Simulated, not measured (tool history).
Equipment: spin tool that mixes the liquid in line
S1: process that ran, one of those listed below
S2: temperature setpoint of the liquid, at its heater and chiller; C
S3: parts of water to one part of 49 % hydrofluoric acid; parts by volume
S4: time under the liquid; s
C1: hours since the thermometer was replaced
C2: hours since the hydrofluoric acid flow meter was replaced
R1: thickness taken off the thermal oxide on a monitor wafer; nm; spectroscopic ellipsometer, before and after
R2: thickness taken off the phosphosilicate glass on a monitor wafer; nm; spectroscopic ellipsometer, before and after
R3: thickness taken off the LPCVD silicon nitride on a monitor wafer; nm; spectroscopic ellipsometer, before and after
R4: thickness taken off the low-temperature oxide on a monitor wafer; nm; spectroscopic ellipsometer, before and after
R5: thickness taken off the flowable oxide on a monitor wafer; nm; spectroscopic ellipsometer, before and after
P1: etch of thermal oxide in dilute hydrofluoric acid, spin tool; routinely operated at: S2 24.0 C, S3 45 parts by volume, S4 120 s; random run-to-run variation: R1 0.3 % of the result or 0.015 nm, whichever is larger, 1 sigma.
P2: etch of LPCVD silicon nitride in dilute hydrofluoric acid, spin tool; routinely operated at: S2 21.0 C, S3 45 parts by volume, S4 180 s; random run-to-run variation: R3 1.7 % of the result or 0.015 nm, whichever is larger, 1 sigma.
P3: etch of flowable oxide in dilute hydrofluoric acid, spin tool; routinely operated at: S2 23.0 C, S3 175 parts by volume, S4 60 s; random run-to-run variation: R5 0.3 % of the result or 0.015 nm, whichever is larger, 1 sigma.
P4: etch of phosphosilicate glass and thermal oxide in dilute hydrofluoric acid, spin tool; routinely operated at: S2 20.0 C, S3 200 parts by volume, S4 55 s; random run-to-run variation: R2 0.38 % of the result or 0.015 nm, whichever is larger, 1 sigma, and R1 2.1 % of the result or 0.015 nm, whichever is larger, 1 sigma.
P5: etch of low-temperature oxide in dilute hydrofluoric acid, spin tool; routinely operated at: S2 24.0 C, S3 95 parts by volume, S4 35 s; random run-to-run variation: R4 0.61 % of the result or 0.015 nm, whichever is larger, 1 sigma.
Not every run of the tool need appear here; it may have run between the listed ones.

run	hour	S1	S2	S3	S4	C1	C2	R1	R2	R3	R4	R5
1	16.5	P1	24.0	45	120	1786.2	596.3	13.60900				
2	31.5	P4	20.0	200	105	1801.2	611.3	1.96720	35.515			
3	46.9	P2	21.0	20	180	1816.6	626.7			3.3652		
4	56.9	P2	21.0	45	325	1826.6	636.7			2.8312		
5	72.2	P1	24.0	45	120	1841.9	652.0	13.66200				
6	83.2	P1	24.0	45	35	1852.9	663.0	3.97950				
7	99.5	P5	24.0	20	35	1869.2	679.3				25.3560	
8	107.2	P1	24.0	60	120	1876.9	687.0	10.03500				
9	123.7	P2	21.0	45	180	1893.4	703.5			1.6264		
10	132.7	P4	17.0	200	55	1902.4	712.5	0.90714	16.521			
11	142.0	P1	18.0	45	120	1911.7	721.8	10.62400				
12	152.2	P4	20.0	35	55	1921.9	732.0	6.84900	127.460			
13	165.8	P3	23.0	175	60	1935.5	745.6					10.752
14	176.4	P4	20.0	200	55	1946.1	756.2	1.00980	18.611			
15	187.0	P5	24.0	95	15	1956.7	766.8				2.0876	
16	204.1	P1	24.0	20	120	1973.8	783.9	31.68700				
17	217.2	P1	24.0	45	120	1986.9	797.0	13.62600				
18	224.8	P3	29.5	175	60	1994.5	804.6					13.701
# hour 226.9: thermometer replaced
19	235.6	P1	24.0	45	120	8.8	815.4	13.62600				
20	247.7	P5	24.0	95	35	20.9	827.5				4.8566	
21	263.5	P1	24.0	45	205	36.7	843.3	23.38300				
22	275.4	P2	21.0	45	180	48.6	855.2			1.6162		
23	286.3	P3	23.0	175	100	59.5	866.1					17.987
24	294.1	P2	17.0	45	180	67.3	873.9			1.2372		
25	306.4	P1	28.0	45	120	79.6	886.2	16.06400				
26	317.5	P1	24.0	45	120	90.7	897.3	13.71800				

Forecast run 27:
27	331.4	P5	19.5	95	35	104.6	911.2				?	

For run 27 the tool returned R4 4.0776 nm.

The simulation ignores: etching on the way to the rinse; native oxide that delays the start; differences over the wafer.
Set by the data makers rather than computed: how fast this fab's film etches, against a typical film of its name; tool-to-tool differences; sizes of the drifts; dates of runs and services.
